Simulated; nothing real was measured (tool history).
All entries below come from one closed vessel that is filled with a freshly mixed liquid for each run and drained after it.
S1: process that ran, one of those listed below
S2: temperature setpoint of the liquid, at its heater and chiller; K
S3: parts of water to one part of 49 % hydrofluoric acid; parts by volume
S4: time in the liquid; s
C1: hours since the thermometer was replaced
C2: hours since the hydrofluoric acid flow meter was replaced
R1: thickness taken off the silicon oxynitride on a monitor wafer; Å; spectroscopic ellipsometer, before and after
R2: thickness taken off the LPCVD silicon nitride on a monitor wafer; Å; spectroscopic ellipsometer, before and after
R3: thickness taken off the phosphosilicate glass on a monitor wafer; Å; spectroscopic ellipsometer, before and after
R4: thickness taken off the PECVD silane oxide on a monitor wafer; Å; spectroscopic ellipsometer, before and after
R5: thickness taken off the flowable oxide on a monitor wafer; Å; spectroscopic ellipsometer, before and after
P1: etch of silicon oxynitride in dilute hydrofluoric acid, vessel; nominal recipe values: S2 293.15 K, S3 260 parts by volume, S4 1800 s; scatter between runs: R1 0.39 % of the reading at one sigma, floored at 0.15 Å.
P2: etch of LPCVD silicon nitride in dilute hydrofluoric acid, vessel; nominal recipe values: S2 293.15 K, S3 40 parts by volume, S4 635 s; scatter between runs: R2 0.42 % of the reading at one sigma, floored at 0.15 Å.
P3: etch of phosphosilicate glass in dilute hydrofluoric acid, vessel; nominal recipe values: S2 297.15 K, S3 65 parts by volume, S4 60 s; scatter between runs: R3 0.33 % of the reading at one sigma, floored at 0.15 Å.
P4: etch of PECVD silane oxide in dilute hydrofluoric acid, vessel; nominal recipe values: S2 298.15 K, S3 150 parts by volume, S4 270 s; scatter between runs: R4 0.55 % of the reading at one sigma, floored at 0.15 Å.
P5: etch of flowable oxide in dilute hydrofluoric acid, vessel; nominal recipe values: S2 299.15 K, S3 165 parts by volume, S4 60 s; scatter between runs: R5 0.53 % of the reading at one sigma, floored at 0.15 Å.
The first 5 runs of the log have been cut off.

run,day,S1,S2,S3,S4,C1,C2,R1,R2,R3,R4,R5
6,3.725,P1,297.15,260,1800,201.5,1474.8,88.959,,,,
7,4.321,P4,302.65,150,270,215.8,1489.1,,,,355.08,
# day 4.638: thermometer replaced
8,5.012,P1,293.15,260,3160,9.0,1505.7,130.360,,,,
9,5.638,P1,293.15,260,1800,24.0,1520.7,74.145,,,,
10,6.275,P2,293.15,40,635,39.3,1536.0,,63.895,,,
11,7.054,P5,299.15,165,30,58.0,1554.7,,,,,55.798
12,7.792,P1,293.15,260,1800,75.7,1572.4,74.105,,,,
13,8.483,P4,298.15,150,270,92.3,1589.0,,,,300.52,
14,8.854,P1,293.15,260,250,101.2,1597.9,10.325,,,,
15,9.542,P5,292.15,165,60,117.7,1614.4,,,,,85.884
16,10.012,P5,299.15,165,60,129.0,1625.7,,,,,111.160
17,10.742,P2,293.15,40,345,146.5,1643.2,,34.561,,,
18,11.238,P5,299.15,165,60,158.4,1655.1,,,,,111.090
19,11.750,P3,297.15,65,30,170.7,1667.4,,,695.85,,
20,12.329,P3,297.15,35,60,184.6,1681.3,,,2673.00,,
21,12.733,P1,293.15,260,1800,194.3,1691.0,74.472,,,,
22,13.438,P4,298.15,85,270,211.2,1707.9,,,,578.60,
23,13.817,P1,297.65,90,1800,220.3,1717.0,299.900,,,,
24,14.617,P1,293.15,420,1800,239.5,1736.2,41.607,,,,
25,15.092,P2,293.15,20,635,250.9,1747.6,,122.770,,,
26,15.642,P4,298.15,150,540,264.1,1760.8,,,,599.03,
27,16.171,P5,299.15,295,60,276.8,1773.5,,,,,54.395

Run 28, settings as shown, results not yet in. Your forecast:
28,16.575,P4,298.15,150,270,286.5,1783.2,,,,?,

R4: 301.04 Å
